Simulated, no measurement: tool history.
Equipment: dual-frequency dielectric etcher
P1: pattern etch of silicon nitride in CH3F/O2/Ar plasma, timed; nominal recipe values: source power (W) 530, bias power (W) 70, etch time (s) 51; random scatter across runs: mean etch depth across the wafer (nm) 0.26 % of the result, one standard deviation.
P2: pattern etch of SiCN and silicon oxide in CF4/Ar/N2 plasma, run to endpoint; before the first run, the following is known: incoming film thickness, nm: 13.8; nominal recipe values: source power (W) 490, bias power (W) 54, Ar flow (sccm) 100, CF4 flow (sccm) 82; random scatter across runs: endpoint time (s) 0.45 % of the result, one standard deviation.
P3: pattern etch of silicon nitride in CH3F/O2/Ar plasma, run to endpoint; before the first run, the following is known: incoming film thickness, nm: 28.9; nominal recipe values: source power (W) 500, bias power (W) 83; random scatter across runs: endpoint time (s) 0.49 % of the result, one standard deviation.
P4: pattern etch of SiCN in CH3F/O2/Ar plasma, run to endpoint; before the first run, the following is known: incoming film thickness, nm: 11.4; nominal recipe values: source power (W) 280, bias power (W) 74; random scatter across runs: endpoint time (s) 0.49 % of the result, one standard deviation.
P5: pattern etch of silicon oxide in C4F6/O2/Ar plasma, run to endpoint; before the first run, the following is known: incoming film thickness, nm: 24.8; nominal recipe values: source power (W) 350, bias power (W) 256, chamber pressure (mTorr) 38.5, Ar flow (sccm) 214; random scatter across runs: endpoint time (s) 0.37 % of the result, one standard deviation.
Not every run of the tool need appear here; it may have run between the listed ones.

run,hour,process that ran,source power (W),bias power (W),etch time (s),chamber pressure (mTorr),Ar flow (sccm),CF4 flow (sccm),hours since the last wet clean,hours since the last source power generator calibration,hours since the last bias power generator calibration,mean etch depth across the wafer (nm),endpoint time (s)
1,9.8,P1,530,70,51,,,,157.7,3237.7,1169.7,39.343,
2,15.9,P1,530,86,51,,,,163.8,3243.8,1175.8,42.336,
3,21,P5,200,256,,38.5,214,,168.9,3248.9,1180.9,,9.1583
4,29.1,P5,350,256,,38.5,154,,177,3257,1189,,7.166
5,34.9,P4,280,45,,,,,182.8,3262.8,1194.8,,39.48
6,42.3,P2,490,54,,,69,82,190.2,3270.2,1202.2,,15.379
7,50.5,P1,530,70,51,,,,198.4,3278.4,1210.4,39.536,
8,55,P2,490,76,,,100,82,202.9,3282.9,1214.9,,14.602
9,61.8,P3,500,83,,,,,209.7,3289.7,1221.7,,34.633
10,68.5,P2,640,54,,,100,82,216.4,3296.4,1228.4,,12.859
11,77.4,P3,500,63,,,,,225.3,3305.3,1237.3,,37.951
12,81.7,P2,490,54,,,100,82,229.6,3309.6,1241.6,,16.34
13,86.3,P4,280,74,,,,,234.2,3314.2,1246.2,,33.426
14,93.1,P1,530,52,51,,,,241,3321,1253,35.926,
15,103,P5,350,329,,38.5,214,,250.9,3330.9,1262.9,,6.7958
16,109.6,P5,350,256,,38.5,214,,257.5,3337.5,1269.5,,7.438
17,117,P1,530,70,74,,,,264.9,3344.9,1276.9,57.459,
18,124.1,P1,750,70,51,,,,272,3352,1284,45.158,
19,133.7,P1,390,87,51,,,,281.6,3361.6,1293.6,37.828,
20,139.7,P1,530,70,36,,,,287.6,3367.6,1299.6,27.945,
21,149.2,P1,530,70,51,,,,297.1,3377.1,1309.1,39.513,
22,155.9,P1,350,70,51,,,,303.8,3383.8,1315.8,33.649,
23,161.2,P4,340,74,,,,,309.1,3389.1,1321.1,,31.256
24,169.2,P1,530,70,51,,,,317.1,3397.1,1329.1,39.427,
25,174.2,P3,360,83,,,,,322.1,3402.1,1334.1,,39.364
26,178.9,P2,490,54,,,100,98,326.8,3406.8,1338.8,,15.826
27,187.2,P5,350,256,,26,214,,335.1,3415.1,1347.1,,7.0497
28,195.4,P1,530,70,51,,,,343.3,3423.3,1355.3,39.519,
29,200.4,P1,530,70,51,,,,348.3,3428.3,1360.3,39.349,
30,208.3,P1,530,70,51,,,,356.2,3436.2,1368.2,39.084,
31,215.8,P1,530,70,51,,,,363.7,3443.7,1375.7,38.827,
32,221.4,P1,530,70,51,,,,369.3,3449.3,1381.3,39.028,
33,227.5,P1,530,70,51,,,,375.4,3455.4,1387.4,38.719,
# hour 228.1: wet clean of the chamber
34,233.7,P1,530,70,51,,,,5.7,3461.6,1393.6,38.783,
35,241.5,P1,530,70,51,,,,13.5,3469.4,1401.4,38.858,
36,245.8,P1,530,70,51,,,,17.8,3473.7,1405.7,38.924,

What P1 gives has crept away from where it was. These 2 causes fit the log equally well, each at the size given:
A: source power that arrives under what is set, % = 4.2
B: bias power that arrives under what is set, % = 4.83
The onset of the drift is placed at about hour 195.4.
The rest of the possible causes, and what rules out each one:
chamber walls in a state that lowers the etch rate, %: serviced at hour 228.1, after the drift had started, without restoring the earlier output

The list below offers 4 check runs, each averaging the results of 2 wafers, and shows each result as a question mark. For which of them would the listed causes give clearly different results?
check 1,250.1,P5,350,256,,38.5,214,,,,,,?
check 2,250.1,P4,280,74,,,,,,,,,?
check 3,250.1,P3,500,83,,,,,,,,,?
check 4,250.1,P2,490,54,,,100,82,,,,,?

How each check would come out, cause by cause:
check,result,if A,if B
check 1,endpoint time (s),7.5485,7.5525
check 2,endpoint time (s),34.142,34.211
check 3,endpoint time (s),35.39,35.423
check 4,endpoint time (s),16.936,16.546
Minimum pairwise separation of causes per check, each pair taken at its best-separating result: check 1 0.05 %; check 2 0.2 %; check 3 0.09 %; check 4 2.33 %
Check 4 is the one run that separates the causes; every other check would come out nearly the same whichever cause is at work.

After running check 4, the following was obtained: endpoint time (s) 16.564. Which cause does this point to?

Of the candidate causes, it is B: bias power that arrives under what is set, %.

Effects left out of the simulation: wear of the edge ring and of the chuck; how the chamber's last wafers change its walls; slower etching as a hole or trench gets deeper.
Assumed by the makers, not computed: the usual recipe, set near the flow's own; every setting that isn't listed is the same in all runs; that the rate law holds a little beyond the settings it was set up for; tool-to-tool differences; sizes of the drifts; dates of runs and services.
